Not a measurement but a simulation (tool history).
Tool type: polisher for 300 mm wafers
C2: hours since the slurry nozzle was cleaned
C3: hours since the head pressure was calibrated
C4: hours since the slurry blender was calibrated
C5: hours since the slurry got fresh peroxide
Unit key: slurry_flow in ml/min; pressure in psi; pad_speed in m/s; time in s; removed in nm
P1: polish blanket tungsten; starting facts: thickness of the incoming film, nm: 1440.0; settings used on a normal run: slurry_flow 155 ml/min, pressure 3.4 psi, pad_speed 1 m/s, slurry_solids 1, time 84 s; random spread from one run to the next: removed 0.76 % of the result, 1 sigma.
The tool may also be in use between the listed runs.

Run 1, hour 14: slurry_flow 155 ml/min, pressure 3.4 psi, pad_speed 1 m/s, slurry_solids 1, time 84 s; wafers polished on this pad 476; C2 185.6; C3 485.5; C4 281.2; C5 30.1. Result: removed 322.6 nm.
Run 2, hour 30.2: slurry_flow 155 ml/min, pressure 3.4 psi, pad_speed 1 m/s, slurry_solids 1, time 84 s; wafers polished on this pad 673; C2 201.8; C3 501.7; C4 297.4; C5 46.3. Result: removed 322.84 nm.
Run 3, hour 41.7: slurry_flow 95 ml/min, pressure 3.4 psi, pad_speed 1 m/s, slurry_solids 1, time 84 s; wafers polished on this pad 812; C2 213.3; C3 513.2; C4 308.9; C5 57.8. Result: removed 290.88 nm.
Run 4, hour 56.1: slurry_flow 155 ml/min, pressure 3.4 psi, pad_speed 1 m/s, slurry_solids 1, time 131 s; wafers polished on this pad 987; C2 227.7; C3 527.6; C4 323.3; C5 72.2. Result: removed 500.72 nm.
Run 5, hour 70.3: slurry_flow 155 ml/min, pressure 3.4 psi, pad_speed 0.44 m/s, slurry_solids 1, time 84 s; wafers polished on this pad 1159; C2 241.9; C3 541.8; C4 337.5; C5 86.4. Result: removed 143.85 nm.
Run 6, hour 88: slurry_flow 155 ml/min, pressure 3.4 psi, pad_speed 1 m/s, slurry_solids 1.45, time 84 s; wafers polished on this pad 1374; C2 259.6; C3 559.5; C4 355.2; C5 104.1. Result: removed 351.84 nm.
Run 7, hour 104.7: slurry_flow 155 ml/min, pressure 3.4 psi, pad_speed 1 m/s, slurry_solids 1, time 84 s; wafers polished on this pad 1576; C2 276.3; C3 576.2; C4 371.9; C5 120.8. Result: removed 322.09 nm.
At hour 111.9: worn pad replaced by a new one.
Run 8, hour 118.8: slurry_flow 155 ml/min, pressure 3.4 psi, pad_speed 1 m/s, slurry_solids 1, time 84 s; wafers polished on this pad 84; C2 290.4; C3 590.3; C4 386; C5 134.9. Result: removed 322.04 nm.
Run 9, hour 128.7: slurry_flow 155 ml/min, pressure 2.1 psi, pad_speed 1 m/s, slurry_solids 1, time 84 s; wafers polished on this pad 204; C2 300.3; C3 600.2; C4 395.9; C5 144.8. Result: removed 201.24 nm.
Run 10, hour 143.9: slurry_flow 155 ml/min, pressure 3.4 psi, pad_speed 1 m/s, slurry_solids 1, time 38 s; wafers polished on this pad 388; C2 315.5; C3 615.4; C4 411.1; C5 160. Result: removed 146.25 nm.
Run 11, hour 155.5: slurry_flow 155 ml/min, pressure 4.4 psi, pad_speed 1 m/s, slurry_solids 1, time 84 s; wafers polished on this pad 529; C2 327.1; C3 627; C4 422.7; C5 171.6. Result: removed 422.22 nm.
At hour 158.8: head pressure recalibrated.
Run 12, hour 165.4: slurry_flow 205 ml/min, pressure 3.4 psi, pad_speed 1 m/s, slurry_solids 1, time 57 s; wafers polished on this pad 649; C2 337; C3 6.6; C4 432.6; C5 181.5. Result: removed 228.62 nm.
Run 13, hour 181.1: slurry_flow 195 ml/min, pressure 3.4 psi, pad_speed 1 m/s, slurry_solids 1, time 84 s; wafers polished on this pad 839; C2 352.7; C3 22.3; C4 448.3; C5 197.2. Result: removed 328.35 nm.
At hour 192.4: slurry blender recalibrated.
Run 14, hour 196.2: slurry_flow 155 ml/min, pressure 3.4 psi, pad_speed 1.4 m/s, slurry_solids 1, time 84 s; wafers polished on this pad 1022; C2 367.8; C3 37.4; C4 3.9; C5 212.3. Result: removed 456.62 nm.

Forecast run 15:
Run 15, hour 209.6: slurry_flow 155 ml/min, pressure 3.4 psi, pad_speed 1 m/s, slurry_solids 0.55, time 84 s; wafers polished on this pad 1185; C2 381.2; C3 50.8; C4 17.3; C5 225.7. Result: removed ?.

{"run 15": {"removed": 282.1}}

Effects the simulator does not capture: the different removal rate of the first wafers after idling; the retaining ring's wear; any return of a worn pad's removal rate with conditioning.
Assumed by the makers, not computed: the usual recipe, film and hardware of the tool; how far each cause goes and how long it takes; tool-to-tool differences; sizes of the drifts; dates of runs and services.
